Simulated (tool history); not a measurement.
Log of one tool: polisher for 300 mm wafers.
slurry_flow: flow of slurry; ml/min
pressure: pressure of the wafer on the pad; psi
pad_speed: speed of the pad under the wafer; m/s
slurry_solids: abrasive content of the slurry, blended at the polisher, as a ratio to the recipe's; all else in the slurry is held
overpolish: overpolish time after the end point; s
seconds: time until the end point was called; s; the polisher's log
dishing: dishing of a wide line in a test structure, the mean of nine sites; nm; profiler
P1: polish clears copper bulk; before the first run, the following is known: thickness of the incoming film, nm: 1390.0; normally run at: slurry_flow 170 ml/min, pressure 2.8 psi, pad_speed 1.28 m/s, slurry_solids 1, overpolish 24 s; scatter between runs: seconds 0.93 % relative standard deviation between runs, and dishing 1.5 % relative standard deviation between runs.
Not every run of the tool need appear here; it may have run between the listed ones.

run,hour,slurry_flow,pressure,pad_speed,slurry_solids,overpolish,wafers polished on this pad,hours since the slurry nozzle was cleaned,hours since the head pressure was calibrated,hours since the slurry blender was calibrated,seconds,dishing
1,8.6,170,2.8,1.28,1,24,200,252.3,263.3,214,106.43,99.232
2,19.1,170,2.8,1.28,1,14,288,262.8,273.8,224.5,107.08,81.312
3,27.7,170,2.8,0.66,1,24,359,271.4,282.4,233.1,208.64,75.157
4,36.8,170,2.8,1.28,1,24,435,280.5,291.5,242.2,106.91,99.745
5,48.9,170,2.8,1.28,1.35,24,537,292.6,303.6,254.3,100.23,99.65
6,60.4,170,2.8,1.78,1.35,24,633,304.1,315.1,265.8,71.209,103.09
7,72.5,170,2.8,1.28,1,39,734,316.2,327.2,277.9,106.85,104.61
8,83.2,100,2.8,1.28,1,44,823,326.9,337.9,288.6,117.85,108.82
9,93.7,230,2.8,1.28,1,24,911,337.4,348.4,299.1,103.49,98.753
10,105.9,170,2.8,1.28,1,24,1013,349.6,360.6,311.3,108.63,96.754
11,115.8,170,2.8,1.28,1,24,1095,359.5,370.5,321.2,104.84,97.97
12,121.9,170,1.3,1.28,1,24,1146,365.6,376.6,327.3,229.6,61.389
13,132.4,170,2.8,1.92,1,24,1234,376.1,387.1,337.8,70.981,106.3
14,142.9,170,2.8,1.98,1,7,1322,386.6,397.6,348.3,68.42,70.915
15,148.9,170,4.3,1.28,1,24,1372,392.6,403.6,354.3,69.045,117.28
16,154.5,170,2.8,1.28,0.6,24,1419,398.2,409.2,359.9,120.07,94.41

Predict the results of run 17:
17,161.2,100,2.8,1.28,1,24,1475,404.9,415.9,366.6,?,?

seconds: 117.15 s
dishing: 97.431 nm
